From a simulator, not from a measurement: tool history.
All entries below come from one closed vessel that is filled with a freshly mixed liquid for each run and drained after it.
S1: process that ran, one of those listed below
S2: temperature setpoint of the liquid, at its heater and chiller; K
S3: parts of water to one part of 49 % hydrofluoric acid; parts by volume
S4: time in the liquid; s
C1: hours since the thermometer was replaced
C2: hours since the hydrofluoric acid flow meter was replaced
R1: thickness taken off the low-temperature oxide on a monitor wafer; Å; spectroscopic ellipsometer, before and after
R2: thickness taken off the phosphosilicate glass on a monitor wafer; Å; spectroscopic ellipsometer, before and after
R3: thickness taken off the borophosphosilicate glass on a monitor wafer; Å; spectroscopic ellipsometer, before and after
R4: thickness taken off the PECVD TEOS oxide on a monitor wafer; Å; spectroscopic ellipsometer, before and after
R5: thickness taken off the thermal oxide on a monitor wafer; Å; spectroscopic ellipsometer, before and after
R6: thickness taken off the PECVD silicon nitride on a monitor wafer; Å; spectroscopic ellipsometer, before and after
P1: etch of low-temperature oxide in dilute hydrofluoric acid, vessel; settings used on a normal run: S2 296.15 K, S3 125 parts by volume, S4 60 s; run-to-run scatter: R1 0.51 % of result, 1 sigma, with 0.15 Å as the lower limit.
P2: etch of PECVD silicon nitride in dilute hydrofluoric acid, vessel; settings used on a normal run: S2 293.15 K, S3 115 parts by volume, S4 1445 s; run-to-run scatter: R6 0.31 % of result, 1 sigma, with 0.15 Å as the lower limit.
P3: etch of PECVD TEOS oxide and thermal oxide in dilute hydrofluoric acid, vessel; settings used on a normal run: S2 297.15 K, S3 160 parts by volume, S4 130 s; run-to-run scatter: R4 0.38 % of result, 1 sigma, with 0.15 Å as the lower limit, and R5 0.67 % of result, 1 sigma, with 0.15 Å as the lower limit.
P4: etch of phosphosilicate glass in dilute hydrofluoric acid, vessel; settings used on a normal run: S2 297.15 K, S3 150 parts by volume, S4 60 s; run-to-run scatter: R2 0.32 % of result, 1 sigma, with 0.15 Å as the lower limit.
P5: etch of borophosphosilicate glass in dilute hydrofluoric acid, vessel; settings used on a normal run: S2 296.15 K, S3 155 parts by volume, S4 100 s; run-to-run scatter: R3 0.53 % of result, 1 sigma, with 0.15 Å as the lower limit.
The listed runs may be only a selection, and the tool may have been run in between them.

run 1 hour=5.3 | S1=P1 S2=296.15 S3=125 S4=60 | C1=1098.1 C2=381.1 | R1=60.808
run 2 hour=11.4 | S1=P1 S2=296.15 S3=125 S4=110 | C1=1104.2 C2=387.2 | R1=110.21
run 3 hour=20.7 | S1=P4 S2=297.15 S3=150 S4=60 | C1=1113.5 C2=396.5 | R2=669.75
run 4 hour=26.9 | S1=P5 S2=304.65 S3=155 S4=100 | C1=1119.7 C2=402.7 | R3=348.65
run 5 hour=31.6 | S1=P4 S2=297.15 S3=150 S4=60 | C1=1124.4 C2=407.4 | R2=670.53
run 6 hour=36.3 | S1=P1 S2=296.15 S3=125 S4=30 | C1=1129.1 C2=412.1 | R1=30.346
run 7 hour=44.3 | S1=P3 S2=297.15 S3=70 S4=130 | C1=1137.1 C2=420.1 | R4=297.33 R5=89.68
run 8 hour=49.9 | S1=P5 S2=296.15 S3=155 S4=30 | C1=1142.7 C2=425.7 | R3=76.633
run 9 hour=57.7 | S1=P5 S2=296.15 S3=155 S4=100 | C1=1150.5 C2=433.5 | R3=258.87
run 10 hour=64.1 | S1=P1 S2=302.65 S3=125 S4=60 | C1=1156.9 C2=439.9 | R1=76.742
run 11 hour=68.6 | S1=P5 S2=296.15 S3=230 S4=100 | C1=1161.4 C2=444.4 | R3=158.14
run 12 hour=74 | S1=P1 S2=296.15 S3=40 S4=100 | C1=1166.8 C2=449.8 | R1=347.94
run 13 hour=83.3 | S1=P1 S2=296.15 S3=40 S4=30 | C1=1176.1 C2=459.1 | R1=104.35
run 14 hour=92.6 | S1=P4 S2=290.15 S3=150 S4=60 | C1=1185.4 C2=468.4 | R2=508.68
run 15 hour=99 | S1=P1 S2=291.15 S3=125 S4=60 | C1=1191.8 C2=474.8 | R1=48.836
run 16 hour=105.9 | S1=P2 S2=299.65 S3=115 S4=1445 | C1=1198.7 C2=481.7 | R6=540.72
run 17 hour=113.8 | S1=P1 S2=296.15 S3=125 S4=60 | C1=1206.6 C2=489.6 | R1=59.949
run 18 hour=119.9 | S1=P3 S2=302.15 S3=160 S4=130 | C1=1212.7 C2=495.7 | R4=140.38 R5=42.56
run 19 hour=126.4 | S1=P1 S2=296.15 S3=125 S4=60 | C1=1219.2 C2=502.2 | R1=59.514
run 20 hour=132.4 | S1=P2 S2=293.15 S3=200 S4=1445 | C1=1225.2 C2=508.2 | R6=204.11
run 21 hour=140.3 | S1=P3 S2=297.15 S3=160 S4=130 | C1=1233.1 C2=516.1 | R4=116.93 R5=35.684
run 22 hour=149.4 | S1=P1 S2=296.15 S3=125 S4=60 | C1=1242.2 C2=525.2 | R1=60.067
run 23 hour=154.8 | S1=P3 S2=297.15 S3=160 S4=30 | C1=1247.6 C2=530.6 | R4=27.293 R5=8.0992
run 24 hour=162.1 | S1=P1 S2=296.15 S3=40 S4=60 | C1=1254.9 C2=537.9 | R1=208.73

For run 25, what comes out?
run 25 hour=169 | S1=P4 S2=297.15 S3=150 S4=90 | C1=1261.8 C2=544.8 | R2=?

{"run 25": {"R2": 1008.2}}
